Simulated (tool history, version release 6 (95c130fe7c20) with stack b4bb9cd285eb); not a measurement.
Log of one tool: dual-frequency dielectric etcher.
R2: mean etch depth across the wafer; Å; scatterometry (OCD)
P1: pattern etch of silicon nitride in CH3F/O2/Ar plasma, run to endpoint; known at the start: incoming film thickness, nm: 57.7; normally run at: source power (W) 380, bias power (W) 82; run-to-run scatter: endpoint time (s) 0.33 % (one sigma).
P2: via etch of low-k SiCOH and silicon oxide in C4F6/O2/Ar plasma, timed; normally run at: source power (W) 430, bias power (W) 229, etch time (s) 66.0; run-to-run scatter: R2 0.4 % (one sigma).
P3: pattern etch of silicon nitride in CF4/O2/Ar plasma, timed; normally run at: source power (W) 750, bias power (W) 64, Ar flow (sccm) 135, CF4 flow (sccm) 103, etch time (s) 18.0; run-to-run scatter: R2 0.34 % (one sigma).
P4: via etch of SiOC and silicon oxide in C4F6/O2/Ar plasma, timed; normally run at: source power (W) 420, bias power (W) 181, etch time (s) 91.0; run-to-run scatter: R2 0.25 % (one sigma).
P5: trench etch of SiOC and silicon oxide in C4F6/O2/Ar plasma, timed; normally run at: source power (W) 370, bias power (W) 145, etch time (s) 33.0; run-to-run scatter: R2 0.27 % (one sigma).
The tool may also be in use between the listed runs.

{"run": 1, "day": 0.404, "process that ran": "P1", "source power (W)": 380, "bias power (W)": 82, "endpoint time (s)": 83.8}
{"run": 2, "day": 0.838, "process that ran": "P1", "source power (W)": 380, "bias power (W)": 51, "endpoint time (s)": 98.049}
{"run": 3, "day": 1.158, "process that ran": "P5", "source power (W)": 370, "bias power (W)": 188, "etch time (s)": 33.0, "R2": 635.33}
{"run": 4, "day": 1.438, "process that ran": "P1", "source power (W)": 380, "bias power (W)": 82, "endpoint time (s)": 83.643}
{"run": 5, "day": 1.842, "process that ran": "P2", "source power (W)": 610, "bias power (W)": 229, "etch time (s)": 66.0, "R2": 2271.1}
{"run": 6, "day": 2.1, "process that ran": "P5", "source power (W)": 490, "bias power (W)": 145, "etch time (s)": 33.0, "R2": 650.57}
{"run": 7, "day": 2.362, "process that ran": "P3", "source power (W)": 960, "bias power (W)": 64, "etch time (s)": 18.0, "Ar flow (sccm)": 135, "CF4 flow (sccm)": 103, "R2": 625.51}
{"run": 8, "day": 2.658, "process that ran": "P4", "source power (W)": 300, "bias power (W)": 181, "etch time (s)": 91.0, "R2": 923.18}
{"run": 9, "day": 3.162, "process that ran": "P4", "source power (W)": 420, "bias power (W)": 181, "etch time (s)": 53.0, "R2": 609.29}
{"run": 10, "day": 3.454, "process that ran": "P4", "source power (W)": 420, "bias power (W)": 224, "etch time (s)": 91.0, "R2": 1126.3}
{"run": 11, "day": 3.908, "process that ran": "P2", "source power (W)": 430, "bias power (W)": 229, "etch time (s)": 98.0, "R2": 2934.3}
{"run": 12, "day": 4.175, "process that ran": "P3", "source power (W)": 750, "bias power (W)": 64, "etch time (s)": 18.0, "Ar flow (sccm)": 135, "CF4 flow (sccm)": 124, "R2": 514.39}
{"run": 13, "day": 4.558, "process that ran": "P1", "source power (W)": 500, "bias power (W)": 54, "endpoint time (s)": 86.746}
{"run": 14, "day": 4.883, "process that ran": "P3", "source power (W)": 750, "bias power (W)": 64, "etch time (s)": 10.0, "Ar flow (sccm)": 135, "CF4 flow (sccm)": 103, "R2": 278.44}
{"run": 15, "day": 5.175, "process that ran": "P3", "source power (W)": 750, "bias power (W)": 64, "etch time (s)": 18.0, "Ar flow (sccm)": 184, "CF4 flow (sccm)": 103, "R2": 481.28}
{"run": 16, "day": 5.5, "process that ran": "P1", "source power (W)": 480, "bias power (W)": 82, "endpoint time (s)": 76.778}
{"run": 17, "day": 5.921, "process that ran": "P5", "source power (W)": 370, "bias power (W)": 145, "etch time (s)": 33.0, "R2": 582.72}
{"run": 18, "day": 6.292, "process that ran": "P5", "source power (W)": 370, "bias power (W)": 145, "etch time (s)": 23.5, "R2": 416.6}
{"run": 19, "day": 6.529, "process that ran": "P1", "source power (W)": 380, "bias power (W)": 106, "endpoint time (s)": 76.731}
{"run": 20, "day": 6.904, "process that ran": "P1", "source power (W)": 380, "bias power (W)": 82, "endpoint time (s)": 83.586}
{"run": 21, "day": 7.371, "process that ran": "P1", "source power (W)": 250, "bias power (W)": 56, "endpoint time (s)": 112.32}
{"run": 22, "day": 7.812, "process that ran": "P3", "source power (W)": 750, "bias power (W)": 83, "etch time (s)": 18.0, "Ar flow (sccm)": 135, "CF4 flow (sccm)": 103, "R2": 558.56}
{"run": 23, "day": 8.096, "process that ran": "P3", "source power (W)": 750, "bias power (W)": 64, "etch time (s)": 18.0, "Ar flow (sccm)": 135, "CF4 flow (sccm)": 103, "R2": 500.65}
{"run": 24, "day": 8.4, "process that ran": "P4", "source power (W)": 420, "bias power (W)": 181, "etch time (s)": 91.0, "R2": 1048.4}
{"run": 25, "day": 8.812, "process that ran": "P4", "source power (W)": 420, "bias power (W)": 181, "etch time (s)": 91.0, "R2": 1050.6}
{"run": 26, "day": 9.179, "process that ran": "P1", "source power (W)": 380, "bias power (W)": 82, "endpoint time (s)": 83.855}
{"run": 27, "day": 9.525, "process that ran": "P2", "source power (W)": 430, "bias power (W)": 229, "etch time (s)": 66.0, "R2": 1981.2}
{"run": 28, "day": 9.954, "process that ran": "P1", "source power (W)": 300, "bias power (W)": 82, "endpoint time (s)": 91.153}
{"run": 29, "day": 10.221, "process that ran": "P2", "source power (W)": 430, "bias power (W)": 301, "etch time (s)": 66.0, "R2": 2189.0}
{"run": 30, "day": 10.483, "process that ran": "P1", "source power (W)": 380, "bias power (W)": 82, "endpoint time (s)": 83.122}
{"run": 31, "day": 10.879, "process that ran": "P1", "source power (W)": 380, "bias power (W)": 82, "endpoint time (s)": 84.169}
{"run": 32, "day": 11.4, "process that ran": "P1", "source power (W)": 380, "bias power (W)": 82, "endpoint time (s)": 84.012}
{"run": 33, "day": 11.688, "process that ran": "P1", "source power (W)": 380, "bias power (W)": 82, "endpoint time (s)": 85.021}
{"run": 34, "day": 12.121, "process that ran": "P1", "source power (W)": 380, "bias power (W)": 82, "endpoint time (s)": 84.991}
{"day": 12.129, "done": "wet clean of the chamber"}
{"run": 35, "day": 12.517, "process that ran": "P1", "source power (W)": 380, "bias power (W)": 82, "endpoint time (s)": 85.266}
{"run": 36, "day": 12.9, "process that ran": "P1", "source power (W)": 380, "bias power (W)": 82, "endpoint time (s)": 84.678}
{"run": 37, "day": 13.333, "process that ran": "P1", "source power (W)": 380, "bias power (W)": 82, "endpoint time (s)": 84.785}
{"run": 38, "day": 13.579, "process that ran": "P1", "source power (W)": 380, "bias power (W)": 82, "endpoint time (s)": 85.08}
{"run": 39, "day": 13.983, "process that ran": "P1", "source power (W)": 380, "bias power (W)": 82, "endpoint time (s)": 84.949}

What P1 gives has crept away from where it was. These 2 causes fit the log equally well, each at the size given:
A: bias power that arrives under what is set, % = 4.83
B: source power that arrives under what is set, % = 4.54
The creep began at about day 10.483.
Why every other cause is out:
chamber walls in a state that lowers the etch rate, %: serviced at day 12.129, which brought nothing back

4 check runs are offered, each on 2 wafers whose results are averaged, their results left as question marks. Which one tells the causes apart?
{"run": "check 1", "day": 14.388, "process that ran": "P4", "source power (W)": 420, "bias power (W)": 214, "etch time (s)": 72.5, "R2": "?"}
{"run": "check 2", "day": 14.388, "process that ran": "P2", "source power (W)": 600, "bias power (W)": 229, "etch time (s)": 66.0, "R2": "?"}
{"run": "check 3", "day": 14.388, "process that ran": "P5", "source power (W)": 480, "bias power (W)": 175, "etch time (s)": 33.0, "R2": "?"}
{"run": "check 4", "day": 14.388, "process that ran": "P3", "source power (W)": 750, "bias power (W)": 64, "etch time (s)": 10.5, "Ar flow (sccm)": 135, "CF4 flow (sccm)": 103, "R2": "?"}

What each check would give under each cause:
check=check_1 result=R2 if_A=869.23 if_B=867.96
check=check_2 result=R2 if_A=2219.60 if_B=2214.90
check=check_3 result=R2 if_A=673.85 if_B=671.89
check=check_4 result=R2 if_A=287.34 if_B=281.45
How far apart the two closest causes lie, in the result that separates them most: check 1 0.15 %; check 2 0.21 %; check 3 0.29 %; check 4 2.07 %
Check 4 tells the causes apart: in the others they would give nearly the same result.

Check 4 was then run and gave: R2 281.34 Å. Which cause is it?

It is B: source power that arrives under what is set, %.

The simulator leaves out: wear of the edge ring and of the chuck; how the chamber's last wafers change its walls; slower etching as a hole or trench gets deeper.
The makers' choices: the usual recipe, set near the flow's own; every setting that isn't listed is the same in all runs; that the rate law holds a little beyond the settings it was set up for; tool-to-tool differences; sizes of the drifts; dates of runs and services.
